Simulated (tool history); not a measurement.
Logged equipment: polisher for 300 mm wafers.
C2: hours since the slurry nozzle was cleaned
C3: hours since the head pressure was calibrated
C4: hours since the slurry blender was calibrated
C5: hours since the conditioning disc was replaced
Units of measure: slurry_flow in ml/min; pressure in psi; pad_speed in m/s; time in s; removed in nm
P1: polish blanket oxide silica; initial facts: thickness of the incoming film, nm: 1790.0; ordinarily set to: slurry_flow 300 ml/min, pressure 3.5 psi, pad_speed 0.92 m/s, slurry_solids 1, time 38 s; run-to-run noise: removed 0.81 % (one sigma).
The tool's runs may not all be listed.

{"run": 1, "hour": 10.8, "slurry_flow": 300, "pressure": 3.5, "pad_speed": 0.92, "slurry_solids": 1, "time": 38, "wafers polished on this pad": 713, "C2": 151.4, "C3": 525.3, "C4": 82.6, "C5": 125.3, "removed": 82.18}
{"run": 2, "hour": 16.5, "slurry_flow": 300, "pressure": 3.5, "pad_speed": 0.62, "slurry_solids": 1, "time": 38, "wafers polished on this pad": 748, "C2": 157.1, "C3": 531, "C4": 88.3, "C5": 131, "removed": 59.609}
{"run": 3, "hour": 24.8, "slurry_flow": 300, "pressure": 3.5, "pad_speed": 0.92, "slurry_solids": 1, "time": 38, "wafers polished on this pad": 798, "C2": 165.4, "C3": 539.3, "C4": 96.6, "C5": 139.3, "removed": 81.777}
{"run": 4, "hour": 35.6, "slurry_flow": 300, "pressure": 5.3, "pad_speed": 0.92, "slurry_solids": 1, "time": 38, "wafers polished on this pad": 863, "C2": 176.2, "C3": 550.1, "C4": 107.4, "C5": 150.1, "removed": 124.26}
{"run": 5, "hour": 45.3, "slurry_flow": 300, "pressure": 3.5, "pad_speed": 0.6, "slurry_solids": 0.8, "time": 38, "wafers polished on this pad": 921, "C2": 185.9, "C3": 559.8, "C4": 117.1, "C5": 159.8, "removed": 52.12}
{"run": 6, "hour": 53.2, "slurry_flow": 300, "pressure": 3.5, "pad_speed": 0.92, "slurry_solids": 1, "time": 38, "wafers polished on this pad": 969, "C2": 193.8, "C3": 567.7, "C4": 125, "C5": 167.7, "removed": 81.391}
{"run": 7, "hour": 63.7, "slurry_flow": 300, "pressure": 3.5, "pad_speed": 0.92, "slurry_solids": 1, "time": 38, "wafers polished on this pad": 1032, "C2": 204.3, "C3": 578.2, "C4": 135.5, "C5": 178.2, "removed": 81.557}
{"hour": 66.2, "done": "slurry nozzle cleaned"}
{"run": 8, "hour": 73.6, "slurry_flow": 300, "pressure": 3.5, "pad_speed": 0.92, "slurry_solids": 1, "time": 38, "wafers polished on this pad": 1091, "C2": 7.5, "C3": 588.1, "C4": 145.4, "C5": 188.1, "removed": 82.373}
{"run": 9, "hour": 82.4, "slurry_flow": 300, "pressure": 3.5, "pad_speed": 0.92, "slurry_solids": 1.45, "time": 38, "wafers polished on this pad": 1144, "C2": 16.3, "C3": 596.9, "C4": 154.2, "C5": 196.9, "removed": 95.19}
{"hour": 89.4, "done": "conditioning disc replaced and pad reconditioned"}
{"run": 10, "hour": 92.9, "slurry_flow": 180, "pressure": 3.5, "pad_speed": 0.92, "slurry_solids": 1, "time": 38, "wafers polished on this pad": 1208, "C2": 26.8, "C3": 607.4, "C4": 164.7, "C5": 3.6, "removed": 76.169}
{"run": 11, "hour": 100.0, "slurry_flow": 445, "pressure": 3.5, "pad_speed": 0.92, "slurry_solids": 1, "time": 38, "wafers polished on this pad": 1250, "C2": 33.9, "C3": 614.5, "C4": 171.8, "C5": 10.7, "removed": 83.938}
{"run": 12, "hour": 110.7, "slurry_flow": 300, "pressure": 3.5, "pad_speed": 0.92, "slurry_solids": 1, "time": 60, "wafers polished on this pad": 1315, "C2": 44.6, "C3": 625.2, "C4": 182.5, "C5": 21.4, "removed": 129.74}
{"run": 13, "hour": 117.2, "slurry_flow": 300, "pressure": 2.5, "pad_speed": 0.92, "slurry_solids": 1, "time": 38, "wafers polished on this pad": 1354, "C2": 51.1, "C3": 631.7, "C4": 189, "C5": 27.9, "removed": 58.756}
{"run": 14, "hour": 125.3, "slurry_flow": 300, "pressure": 3.5, "pad_speed": 0.92, "slurry_solids": 0.55, "time": 38, "wafers polished on this pad": 1402, "C2": 59.2, "C3": 639.8, "C4": 197.1, "C5": 36, "removed": 59.798}
{"run": 15, "hour": 130.6, "slurry_flow": 300, "pressure": 3.5, "pad_speed": 0.92, "slurry_solids": 1, "time": 38, "wafers polished on this pad": 1434, "C2": 64.5, "C3": 645.1, "C4": 202.4, "C5": 41.3, "removed": 81.932}
{"run": 16, "hour": 136.7, "slurry_flow": 300, "pressure": 3.5, "pad_speed": 1.32, "slurry_solids": 1, "time": 38, "wafers polished on this pad": 1471, "C2": 70.6, "C3": 651.2, "C4": 208.5, "C5": 47.4, "removed": 107.81}
{"run": 17, "hour": 145.5, "slurry_flow": 300, "pressure": 3.5, "pad_speed": 0.92, "slurry_solids": 1, "time": 18, "wafers polished on this pad": 1524, "C2": 79.4, "C3": 660, "C4": 217.3, "C5": 56.2, "removed": 38.159}
{"run": 18, "hour": 152.8, "slurry_flow": 300, "pressure": 3.5, "pad_speed": 0.92, "slurry_solids": 1, "time": 38, "wafers polished on this pad": 1568, "C2": 86.7, "C3": 667.3, "C4": 224.6, "C5": 63.5, "removed": 80.87}
{"run": 19, "hour": 159.1, "slurry_flow": 300, "pressure": 3.5, "pad_speed": 0.92, "slurry_solids": 1, "time": 38, "wafers polished on this pad": 1606, "C2": 93, "C3": 673.6, "C4": 230.9, "C5": 69.8, "removed": 78.172}
{"run": 20, "hour": 169.8, "slurry_flow": 300, "pressure": 3.5, "pad_speed": 0.92, "slurry_solids": 1, "time": 38, "wafers polished on this pad": 1670, "C2": 103.7, "C3": 684.3, "C4": 241.6, "C5": 80.5, "removed": 75.428}
{"run": 21, "hour": 176.8, "slurry_flow": 300, "pressure": 3.5, "pad_speed": 0.92, "slurry_solids": 1, "time": 38, "wafers polished on this pad": 1712, "C2": 110.7, "C3": 691.3, "C4": 248.6, "C5": 87.5, "removed": 73.883}

Run 22, settings as shown, results not yet in. Your forecast:
{"hour": 180.9, "done": "conditioning disc replaced and pad reconditioned"}
{"hour": 182.1, "done": "worn pad replaced by a new one"}
{"run": 22, "hour": 182.9, "slurry_flow": 300, "pressure": 3.5, "pad_speed": 0.92, "slurry_solids": 1, "time": 38, "wafers polished on this pad": 5, "C2": 116.8, "C3": 697.4, "C4": 254.7, "C5": 2, "removed": "?"}

{"run 22": {"removed": 72.207}}

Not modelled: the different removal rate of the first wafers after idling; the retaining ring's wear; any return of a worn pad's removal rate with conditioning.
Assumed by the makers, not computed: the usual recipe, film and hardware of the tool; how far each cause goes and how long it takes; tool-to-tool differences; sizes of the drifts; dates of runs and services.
